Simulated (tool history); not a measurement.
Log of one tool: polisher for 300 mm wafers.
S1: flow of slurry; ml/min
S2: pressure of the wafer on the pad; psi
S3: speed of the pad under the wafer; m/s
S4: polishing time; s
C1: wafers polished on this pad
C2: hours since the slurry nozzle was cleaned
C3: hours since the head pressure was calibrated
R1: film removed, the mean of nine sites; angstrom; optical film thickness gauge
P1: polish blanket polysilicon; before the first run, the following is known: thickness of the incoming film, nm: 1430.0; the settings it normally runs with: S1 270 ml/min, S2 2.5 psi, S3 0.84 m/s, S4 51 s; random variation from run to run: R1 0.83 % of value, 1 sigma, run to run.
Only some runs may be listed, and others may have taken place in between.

run 1 day=0.283 | S1=270 S2=2.5 S3=0.84 S4=51 | C1=165 C2=115.8 C3=182.6 | R1=2846.1
run 2 day=0.704 | S1=270 S2=2.5 S3=0.84 S4=68 | C1=250 C2=125.9 C3=192.7 | R1=3817.2
run 3 day=1.042 | S1=395 S2=2.5 S3=0.84 S4=51 | C1=318 C2=134.0 C3=200.8 | R1=2954.7
run 4 day=1.562 | S1=270 S2=2.5 S3=1.34 S4=51 | C1=422 C2=146.5 C3=213.3 | R1=4652.9
run 5 day=1.929 | S1=270 S2=2.5 S3=0.38 S4=51 | C1=496 C2=155.3 C3=222.1 | R1=1284.7
run 6 day=2.254 | S1=270 S2=3.9 S3=0.84 S4=71 | C1=562 C2=163.1 C3=229.9 | R1=6216.9
run 7 day=2.504 | S1=270 S2=1.8 S3=0.84 S4=51 | C1=612 C2=169.1 C3=235.9 | R1=2110.6
run 8 day=2.883 | S1=270 S2=2.5 S3=0.84 S4=51 | C1=689 C2=178.2 C3=245.0 | R1=2840.2
run 9 day=3.292 | S1=270 S2=2.5 S3=0.84 S4=51 | C1=771 C2=188.0 C3=254.8 | R1=2866.3
run 10 day=3.738 | S1=270 S2=2.5 S3=0.84 S4=31 | C1=861 C2=198.7 C3=265.5 | R1=1757.9
run 11 day=4.262 | S1=160 S2=2.5 S3=0.84 S4=51 | C1=966 C2=211.3 C3=278.1 | R1=2680.0
run 12 day=4.738 | S1=270 S2=1.5 S3=0.84 S4=68 | C1=1062 C2=222.7 C3=289.5 | R1=2341.0
run 13 day=5.054 | S1=270 S2=3.8 S3=0.84 S4=51 | C1=1126 C2=230.3 C3=297.1 | R1=4295.9
run 14 day=5.512 | S1=270 S2=2.5 S3=0.84 S4=51 | C1=1218 C2=241.3 C3=308.1 | R1=2857.6
run 15 day=5.808 | S1=270 S2=2.5 S3=0.84 S4=51 | C1=1278 C2=248.4 C3=315.2 | R1=2881.5
run 16 day=6.292 | S1=270 S2=2.5 S3=0.84 S4=51 | C1=1375 C2=260.0 C3=326.8 | R1=2883.2
run 17 day=6.796 | S1=270 S2=2.5 S3=0.84 S4=51 | C1=1477 C2=272.1 C3=338.9 | R1=2791.5
run 18 day=7.292 | S1=270 S2=2.5 S3=0.84 S4=51 | C1=1576 C2=284.0 C3=350.8 | R1=2781.9
-- day=7.588 worn pad replaced by a new one
run 19 day=7.821 | S1=270 S2=2.5 S3=0.84 S4=51 | C1=47 C2=296.7 C3=363.5 | R1=2742.1
run 20 day=8.133 | S1=270 S2=2.5 S3=0.84 S4=51 | C1=110 C2=304.2 C3=371.0 | R1=2728.5
run 21 day=8.442 | S1=270 S2=2.5 S3=0.84 S4=51 | C1=172 C2=311.6 C3=378.4 | R1=2723.9
run 22 day=8.912 | S1=270 S2=2.5 S3=0.84 S4=51 | C1=267 C2=322.9 C3=389.7 | R1=2707.3
run 23 day=9.188 | S1=270 S2=2.5 S3=0.84 S4=51 | C1=322 C2=329.5 C3=396.3 | R1=2729.9

P1 no longer gives what it gave before; its output has crept away from where it was. The following 2 causes, each at its listed size, fit the log equally well:
A: head's pressure below its setpoint, % = 5.35
B: slurry flow missing at the pad, % = 35.9
Creep in the process output first set in at about day 6.292.
The rest of the possible causes, and what rules out each one:
removal rate lost through wear of the pad, %: serviced after onset, at day 7.588, with no recovery of the prior output

The list below offers 4 check runs, each averaging the results of 3 wafers, and shows each result as a question mark. For which of them would the listed causes give clearly different results?
run check 1 day=9.462 | S1=270 S2=2.5 S3=0.44 S4=63 | R1=?
run check 2 day=9.462 | S1=270 S2=2.5 S3=1.28 S4=51 | R1=?
run check 3 day=9.462 | S1=160 S2=3.3 S3=0.84 S4=51 | R1=?
run check 4 day=9.462 | S1=270 S2=3.1 S3=0.42 S4=51 | R1=?

Expected result of each check under each candidate cause:
check=check_1 result=R1 if_A=1756.5 if_B=1756.4
check=check_2 result=R1 if_A=4136.6 if_B=4136.4
check=check_3 result=R1 if_A=3349.8 if_B=3236.7
check=check_4 result=R1 if_A=1683.1 if_B=1683.0
Smallest distance between any two causes, each pair judged by its most separating result, in per cent: check 1 0.01 %; check 2 0.01 %; check 3 3.44 %; check 4 0.01 %
Only in check 3 would the causes give clearly different results; in the remaining checks their results would be nearly the same.

The results of check 3 are: R1 3244.6 angstrom. Based on these, which of the listed causes is it?

B is the cause: slurry flow missing at the pad, %.

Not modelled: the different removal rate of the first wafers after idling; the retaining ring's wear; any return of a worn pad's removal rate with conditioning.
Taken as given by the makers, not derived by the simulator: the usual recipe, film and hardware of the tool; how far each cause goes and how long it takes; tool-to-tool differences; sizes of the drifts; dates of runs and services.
